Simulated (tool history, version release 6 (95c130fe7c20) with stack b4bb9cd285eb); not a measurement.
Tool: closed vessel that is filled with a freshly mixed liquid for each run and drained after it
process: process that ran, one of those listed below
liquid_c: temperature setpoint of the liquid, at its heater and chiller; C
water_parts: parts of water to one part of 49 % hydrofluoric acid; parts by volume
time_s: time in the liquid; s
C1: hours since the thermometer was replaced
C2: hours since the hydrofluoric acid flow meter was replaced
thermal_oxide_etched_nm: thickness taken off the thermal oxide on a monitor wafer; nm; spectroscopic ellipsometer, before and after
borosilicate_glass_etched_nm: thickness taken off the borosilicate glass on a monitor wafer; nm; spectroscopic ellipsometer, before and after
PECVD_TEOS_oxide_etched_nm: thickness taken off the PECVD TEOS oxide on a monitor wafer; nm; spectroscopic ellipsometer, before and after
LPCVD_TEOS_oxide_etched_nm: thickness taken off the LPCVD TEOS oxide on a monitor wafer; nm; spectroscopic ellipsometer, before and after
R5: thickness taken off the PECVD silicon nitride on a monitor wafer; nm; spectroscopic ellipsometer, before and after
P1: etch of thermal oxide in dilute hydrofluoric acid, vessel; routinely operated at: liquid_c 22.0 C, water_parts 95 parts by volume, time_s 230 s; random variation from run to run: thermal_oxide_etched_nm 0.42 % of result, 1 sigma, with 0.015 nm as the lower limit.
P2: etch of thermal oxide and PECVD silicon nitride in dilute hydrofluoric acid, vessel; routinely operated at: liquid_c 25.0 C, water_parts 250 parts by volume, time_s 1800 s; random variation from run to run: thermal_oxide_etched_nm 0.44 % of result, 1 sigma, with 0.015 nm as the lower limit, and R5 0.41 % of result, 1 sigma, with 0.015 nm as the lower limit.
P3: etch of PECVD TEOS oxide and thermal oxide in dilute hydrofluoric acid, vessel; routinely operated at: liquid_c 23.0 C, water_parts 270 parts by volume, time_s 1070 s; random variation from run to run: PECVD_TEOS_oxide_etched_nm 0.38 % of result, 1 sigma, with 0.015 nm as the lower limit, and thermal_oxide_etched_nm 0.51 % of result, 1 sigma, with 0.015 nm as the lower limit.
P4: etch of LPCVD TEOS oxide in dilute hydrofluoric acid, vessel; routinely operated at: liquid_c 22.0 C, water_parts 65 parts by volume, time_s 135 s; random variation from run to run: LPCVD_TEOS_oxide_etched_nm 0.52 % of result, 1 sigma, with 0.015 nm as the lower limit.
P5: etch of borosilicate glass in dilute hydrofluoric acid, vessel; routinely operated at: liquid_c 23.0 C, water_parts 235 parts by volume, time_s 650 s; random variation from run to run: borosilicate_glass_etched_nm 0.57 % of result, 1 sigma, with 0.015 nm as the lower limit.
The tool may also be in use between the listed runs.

run 1 day=0.192 | process=P1 liquid_c=22.0 water_parts=95 time_s=230 | C1=1446.6 C2=1485.6 | thermal_oxide_etched_nm=10.61200
run 2 day=0.342 | process=P1 liquid_c=22.0 water_parts=95 time_s=230 | C1=1450.2 C2=1489.2 | thermal_oxide_etched_nm=10.70300
run 3 day=0.512 | process=P1 liquid_c=30.5 water_parts=95 time_s=230 | C1=1454.3 C2=1493.3 | thermal_oxide_etched_nm=14.85200
run 4 day=0.671 | process=P5 liquid_c=23.0 water_parts=355 time_s=650 | C1=1458.1 C2=1497.1 | borosilicate_glass_etched_nm=35.284
run 5 day=0.779 | process=P1 liquid_c=22.0 water_parts=95 time_s=230 | C1=1460.7 C2=1499.7 | thermal_oxide_etched_nm=10.70200
run 6 day=0.975 | process=P3 liquid_c=23.0 water_parts=270 time_s=1070 | C1=1465.4 C2=1504.4 | thermal_oxide_etched_nm=14.92800 PECVD_TEOS_oxide_etched_nm=26.77100
-- day=1.096 thermometer replaced
run 7 day=1.171 | process=P4 liquid_c=22.0 water_parts=20 time_s=135 | C1=1.8 C2=1509.1 | LPCVD_TEOS_oxide_etched_nm=167.660
run 8 day=1.312 | process=P1 liquid_c=22.0 water_parts=145 time_s=230 | C1=5.2 C2=1512.5 | thermal_oxide_etched_nm=6.64290
run 9 day=1.508 | process=P3 liquid_c=23.0 water_parts=45 time_s=1070 | C1=9.9 C2=1517.2 | thermal_oxide_etched_nm=115.31000 PECVD_TEOS_oxide_etched_nm=206.75000
run 10 day=1.646 | process=P5 liquid_c=17.0 water_parts=235 time_s=650 | C1=13.2 C2=1520.5 | borosilicate_glass_etched_nm=47.444
run 11 day=1.854 | process=P5 liquid_c=23.0 water_parts=235 time_s=650 | C1=18.2 C2=1525.5 | borosilicate_glass_etched_nm=59.365
run 12 day=2.067 | process=P3 liquid_c=23.0 water_parts=270 time_s=30 | C1=23.3 C2=1530.6 | thermal_oxide_etched_nm=0.42095 PECVD_TEOS_oxide_etched_nm=0.77081
run 13 day=2.238 | process=P2 liquid_c=29.0 water_parts=250 time_s=1800 | C1=27.4 C2=1534.7 | thermal_oxide_etched_nm=33.17100 R5=55.8820
run 14 day=2.438 | process=P1 liquid_c=17.0 water_parts=95 time_s=230 | C1=32.2 C2=1539.5 | thermal_oxide_etched_nm=8.74850
run 15 day=2.546 | process=P4 liquid_c=22.0 water_parts=65 time_s=135 | C1=34.8 C2=1542.1 | LPCVD_TEOS_oxide_etched_nm=48.501
run 16 day=2.667 | process=P4 liquid_c=29.0 water_parts=65 time_s=135 | C1=37.7 C2=1545.0 | LPCVD_TEOS_oxide_etched_nm=64.677
run 17 day=2.817 | process=P1 liquid_c=22.0 water_parts=95 time_s=400 | C1=41.3 C2=1548.6 | thermal_oxide_etched_nm=18.70100
run 18 day=2.996 | process=P1 liquid_c=22.0 water_parts=95 time_s=230 | C1=45.6 C2=1552.9 | thermal_oxide_etched_nm=10.60000
run 19 day=3.183 | process=P1 liquid_c=22.0 water_parts=95 time_s=230 | C1=50.1 C2=1557.4 | thermal_oxide_etched_nm=10.68200
run 20 day=3.350 | process=P2 liquid_c=25.0 water_parts=250 time_s=340 | C1=54.1 C2=1561.4 | thermal_oxide_etched_nm=5.46680 R5=8.2244
run 21 day=3.562 | process=P1 liquid_c=22.0 water_parts=20 time_s=230 | C1=59.2 C2=1566.5 | thermal_oxide_etched_nm=55.67900
run 22 day=3.725 | process=P1 liquid_c=22.0 water_parts=145 time_s=30 | C1=63.1 C2=1570.4 | thermal_oxide_etched_nm=0.86462
run 23 day=3.896 | process=P3 liquid_c=29.5 water_parts=270 time_s=1070 | C1=67.2 C2=1574.5 | thermal_oxide_etched_nm=18.88900 PECVD_TEOS_oxide_etched_nm=33.63500
run 24 day=4.092 | process=P1 liquid_c=22.0 water_parts=95 time_s=100 | C1=71.9 C2=1579.2 | thermal_oxide_etched_nm=4.63200
run 25 day=4.200 | process=P4 liquid_c=22.0 water_parts=65 time_s=195 | C1=74.5 C2=1581.8 | LPCVD_TEOS_oxide_etched_nm=70.270
run 26 day=4.425 | process=P2 liquid_c=25.0 water_parts=250 time_s=1800 | C1=79.9 C2=1587.2 | thermal_oxide_etched_nm=28.87400 R5=44.0710
run 27 day=4.525 | process=P1 liquid_c=22.0 water_parts=95 time_s=230 | C1=82.3 C2=1589.6 | thermal_oxide_etched_nm=10.76200

Forecast run 28:
run 28 day=4.679 | process=P1 liquid_c=26.5 water_parts=95 time_s=85 | C1=86.0 C2=1593.3 | thermal_oxide_etched_nm=?

{"run 28": {"thermal_oxide_etched_nm": 4.7227}}

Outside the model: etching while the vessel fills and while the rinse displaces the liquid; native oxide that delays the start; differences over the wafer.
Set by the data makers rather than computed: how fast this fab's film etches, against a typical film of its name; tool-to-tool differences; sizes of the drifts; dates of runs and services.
